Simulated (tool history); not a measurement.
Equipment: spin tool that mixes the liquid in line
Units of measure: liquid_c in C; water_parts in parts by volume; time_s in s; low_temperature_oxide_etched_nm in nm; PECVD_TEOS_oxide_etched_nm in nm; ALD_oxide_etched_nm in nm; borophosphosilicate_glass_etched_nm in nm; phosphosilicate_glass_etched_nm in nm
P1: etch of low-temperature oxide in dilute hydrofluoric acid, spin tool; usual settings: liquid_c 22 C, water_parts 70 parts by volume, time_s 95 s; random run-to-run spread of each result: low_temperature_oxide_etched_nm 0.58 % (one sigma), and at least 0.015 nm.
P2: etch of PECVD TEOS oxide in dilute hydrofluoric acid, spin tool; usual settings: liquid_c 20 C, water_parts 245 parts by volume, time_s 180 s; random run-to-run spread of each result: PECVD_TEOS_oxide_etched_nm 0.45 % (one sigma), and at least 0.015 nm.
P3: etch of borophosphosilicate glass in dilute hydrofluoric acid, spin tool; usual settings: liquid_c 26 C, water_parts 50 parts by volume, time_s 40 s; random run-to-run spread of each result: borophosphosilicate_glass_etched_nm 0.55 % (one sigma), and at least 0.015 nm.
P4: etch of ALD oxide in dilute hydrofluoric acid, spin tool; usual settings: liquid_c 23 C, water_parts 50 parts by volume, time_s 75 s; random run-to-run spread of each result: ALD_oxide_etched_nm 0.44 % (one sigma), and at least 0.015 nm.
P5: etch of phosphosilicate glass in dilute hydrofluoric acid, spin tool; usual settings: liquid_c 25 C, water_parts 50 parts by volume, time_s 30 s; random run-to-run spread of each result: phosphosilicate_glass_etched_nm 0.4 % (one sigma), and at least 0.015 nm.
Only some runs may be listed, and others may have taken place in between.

| run | day | process | liquid_c | water_parts | time_s | hours since the thermometer was replaced | hours since the hydrofluoric acid flow meter was replaced | low_temperature_oxide_etched_nm | PECVD_TEOS_oxide_etched_nm | ALD_oxide_etched_nm | borophosphosilicate_glass_etched_nm | phosphosilicate_glass_etched_nm |
|---|---|---|---|---|---|---|---|---|---|---|---|---|
| 1 | 0.179 | P1 | 22 | 70 | 95 | 2338 | 263.2 | 15.627 |  |  |  |  |
| 2 | 0.308 | P2 | 20 | 245 | 345 | 2341.1 | 266.3 |  | 10.506 |  |  |  |
| 3 | 0.425 | P1 | 28 | 70 | 95 | 2343.9 | 269.1 | 20 |  |  |  |  |
| 4 | 0.571 | P4 | 28.5 | 50 | 75 | 2347.4 | 272.6 |  |  | 27.824 |  |  |
| 5 | 0.696 | P1 | 25.5 | 70 | 140 | 2350.4 | 275.6 | 26.794 |  |  |  |  |
| 6 | 0.888 | P1 | 22 | 110 | 95 | 2355 | 280.2 | 9.5211 |  |  |  |  |
| 7 | 1 | P1 | 22 | 45 | 95 | 2357.7 | 282.9 | 25.37 |  |  |  |  |
| 8 | 1.212 | P1 | 22 | 70 | 25 | 2362.8 | 288 | 4.1364 |  |  |  |  |
| 9 | 1.35 | P2 | 20 | 245 | 180 | 2366.1 | 291.3 |  | 5.4501 |  |  |  |
| 10 | 1.471 | P1 | 22 | 70 | 95 | 2369 | 294.2 | 15.812 |  |  |  |  |
| 11 | 1.612 | P1 | 17 | 70 | 95 | 2372.4 | 297.6 | 12.713 |  |  |  |  |
| 12 | 1.8 | P1 | 27.5 | 70 | 35 | 2376.9 | 302.1 | 7.2217 |  |  |  |  |
| 13 | 2.008 | P1 | 22 | 70 | 95 | 2381.9 | 307.1 | 15.465 |  |  |  |  |
| 14 | 2.225 | P1 | 22 | 70 | 95 | 2387.1 | 312.3 | 15.78 |  |  |  |  |
| 15 | 2.408 | P1 | 22 | 70 | 95 | 2391.5 | 316.7 | 15.765 |  |  |  |  |
| 16 | 2.567 | P4 | 23 | 50 | 135 | 2395.3 | 320.5 |  |  | 39.96 |  |  |
| 17 | 2.758 | P2 | 24.5 | 245 | 180 | 2399.9 | 325.1 |  | 6.492 |  |  |  |
| 18 | 2.9 | P3 | 26 | 20 | 40 | 2403.3 | 328.5 |  |  |  | 106.13 |  |
| 19 | 3.088 | P5 | 25 | 50 | 15 | 2407.8 | 333 |  |  |  |  | 47.498 |
| 20 | 3.188 | P1 | 22 | 70 | 95 | 2410.2 | 335.4 | 15.8 |  |  |  |  |
| 21 | 3.312 | P4 | 23 | 80 | 75 | 2413.2 | 338.4 |  |  | 13.468 |  |  |
| 22 | 3.533 | P3 | 26 | 50 | 80 | 2418.5 | 343.7 |  |  |  | 81.734 |  |
| 23 | 3.688 | P5 | 25 | 50 | 30 | 2422.2 | 347.4 |  |  |  |  | 95.448 |
| 24 | 3.792 | P5 | 25 | 75 | 30 | 2424.7 | 349.9 |  |  |  |  | 61.798 |
| 25 | 3.933 | P5 | 32 | 50 | 30 | 2428.1 | 353.3 |  |  |  |  | 125.55 |
| 26 | 4.117 | P3 | 34 | 50 | 40 | 2432.5 | 357.7 |  |  |  | 55.792 |  |
| 27 | 4.258 | P2 | 20 | 440 | 180 | 2435.9 | 361.1 |  | 2.5851 |  |  |  |
| 28 | 4.396 | P3 | 26 | 50 | 40 | 2439.2 | 364.4 |  |  |  | 40.596 |  |
| 29 | 4.533 | P1 | 22 | 70 | 175 | 2442.5 | 367.7 | 28.885 |  |  |  |  |
| 30 | 4.721 | P4 | 23 | 50 | 75 | 2447 | 372.2 |  |  | 22.442 |  |  |
| 31 | 4.912 | P1 | 22 | 70 | 95 | 2451.6 | 376.8 | 15.765 |  |  |  |  |
| 32 | 5.092 | P1 | 22 | 70 | 95 | 2455.9 | 381.1 | 15.252 |  |  |  |  |
| 33 | 5.258 | P1 | 22 | 70 | 95 | 2459.9 | 385.1 | 15.196 |  |  |  |  |
| 34 | 5.433 | P1 | 22 | 70 | 95 | 2464.1 | 389.3 | 14.967 |  |  |  |  |
| 35 | 5.558 | P1 | 22 | 70 | 95 | 2467.1 | 392.3 | 14.954 |  |  |  |  |
| 36 | 5.712 | P1 | 22 | 70 | 95 | 2470.8 | 396 | 14.855 |  |  |  |  |

What will run 37 give?
| 37 | 5.821 | P1 | 22 | 70 | 95 | 2473.4 | 398.6 | ? |  |  |  |  |

low_temperature_oxide_etched_nm: 14.752 nm
